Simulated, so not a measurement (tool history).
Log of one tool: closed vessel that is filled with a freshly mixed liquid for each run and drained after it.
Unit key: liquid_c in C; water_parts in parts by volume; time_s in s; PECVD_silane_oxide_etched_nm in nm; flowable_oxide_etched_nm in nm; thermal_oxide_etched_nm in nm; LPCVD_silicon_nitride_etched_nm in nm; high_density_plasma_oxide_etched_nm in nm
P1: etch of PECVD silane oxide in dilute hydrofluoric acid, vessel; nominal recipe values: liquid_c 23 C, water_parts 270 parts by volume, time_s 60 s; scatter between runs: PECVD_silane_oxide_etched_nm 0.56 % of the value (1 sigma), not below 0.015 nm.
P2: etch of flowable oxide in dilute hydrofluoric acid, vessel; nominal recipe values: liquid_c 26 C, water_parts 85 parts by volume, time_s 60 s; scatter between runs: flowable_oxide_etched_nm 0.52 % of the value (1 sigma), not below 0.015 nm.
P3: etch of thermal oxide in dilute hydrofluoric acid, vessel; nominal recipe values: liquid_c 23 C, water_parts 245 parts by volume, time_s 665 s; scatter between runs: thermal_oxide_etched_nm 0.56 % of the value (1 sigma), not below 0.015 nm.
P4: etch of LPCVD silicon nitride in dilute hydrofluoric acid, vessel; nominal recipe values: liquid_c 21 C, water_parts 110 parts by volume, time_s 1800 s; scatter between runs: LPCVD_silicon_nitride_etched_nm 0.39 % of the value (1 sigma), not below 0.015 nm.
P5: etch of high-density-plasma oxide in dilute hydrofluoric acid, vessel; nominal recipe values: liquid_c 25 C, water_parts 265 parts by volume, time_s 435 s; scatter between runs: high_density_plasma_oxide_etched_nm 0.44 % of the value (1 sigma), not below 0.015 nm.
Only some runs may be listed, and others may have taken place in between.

| run | hour | process | liquid_c | water_parts | time_s | PECVD_silane_oxide_etched_nm | flowable_oxide_etched_nm | thermal_oxide_etched_nm | LPCVD_silicon_nitride_etched_nm | high_density_plasma_oxide_etched_nm |
|---|---|---|---|---|---|---|---|---|---|---|
| 1 | 11.8 | P1 | 23 | 270 | 60 | 7.1801 |  |  |  |  |
| 2 | 25.4 | P2 | 26 | 85 | 60 |  | 42.831 |  |  |  |
| 3 | 33.8 | P1 | 17 | 160 | 60 | 10.545 |  |  |  |  |
| 4 | 46.8 | P2 | 19 | 85 | 60 |  | 32.209 |  |  |  |
| 5 | 61.6 | P1 | 23 | 270 | 95 | 11.189 |  |  |  |  |
| 6 | 74.4 | P1 | 31 | 60 | 60 | 55.335 |  |  |  |  |
| 7 | 88.1 | P3 | 23 | 245 | 665 |  |  | 9.8905 |  |  |
| 8 | 104.2 | P1 | 23 | 395 | 60 | 4.2473 |  |  |  |  |
| 9 | 119.8 | P3 | 27.5 | 245 | 665 |  |  | 11.544 |  |  |
| 10 | 136 | P4 | 21 | 110 | 3115 |  |  |  | 10.115 |  |
| 11 | 149 | P1 | 23 | 270 | 60 | 7.0499 |  |  |  |  |
| 12 | 163.7 | P3 | 23 | 245 | 230 |  |  | 3.396 |  |  |
| 13 | 178.6 | P1 | 23 | 270 | 60 | 7.0864 |  |  |  |  |
| 14 | 186.8 | P4 | 21 | 20 | 1800 |  |  |  | 30.492 |  |
| 15 | 203.6 | P5 | 25 | 265 | 810 |  |  |  |  | 22.642 |
| 16 | 219.3 | P3 | 23 | 140 | 665 |  |  | 19.43 |  |  |
| 17 | 231.7 | P1 | 23 | 155 | 30 | 7.0084 |  |  |  |  |
| 18 | 244.3 | P1 | 23 | 270 | 30 | 3.5405 |  |  |  |  |
| 19 | 257.3 | P5 | 18 | 265 | 435 |  |  |  |  | 9.4588 |
| 20 | 265.9 | P4 | 21 | 110 | 1800 |  |  |  | 5.9108 |  |
| 21 | 275.6 | P1 | 23 | 270 | 60 | 7.0839 |  |  |  |  |
| 22 | 285.1 | P4 | 29 | 110 | 1800 |  |  |  | 9.9221 |  |
| 23 | 297.8 | P2 | 26 | 150 | 60 |  | 22.408 |  |  |  |
| 24 | 311.9 | P1 | 23 | 120 | 60 | 18.7 |  |  |  |  |
| 25 | 326 | P5 | 25 | 265 | 435 |  |  |  |  | 12.203 |
| 26 | 334.5 | P1 | 28.5 | 270 | 60 | 8.6058 |  |  |  |  |
| 27 | 348.9 | P2 | 26 | 85 | 35 |  | 25.148 |  |  |  |
| 28 | 365.2 | P5 | 25 | 110 | 435 |  |  |  |  | 34.912 |

For run 29, what comes out?
| 29 | 375.9 | P1 | 17 | 270 | 60 | ? |  |  |  |  |

Run 29 produced PECVD_silane_oxide_etched_nm 5.7289 nm.
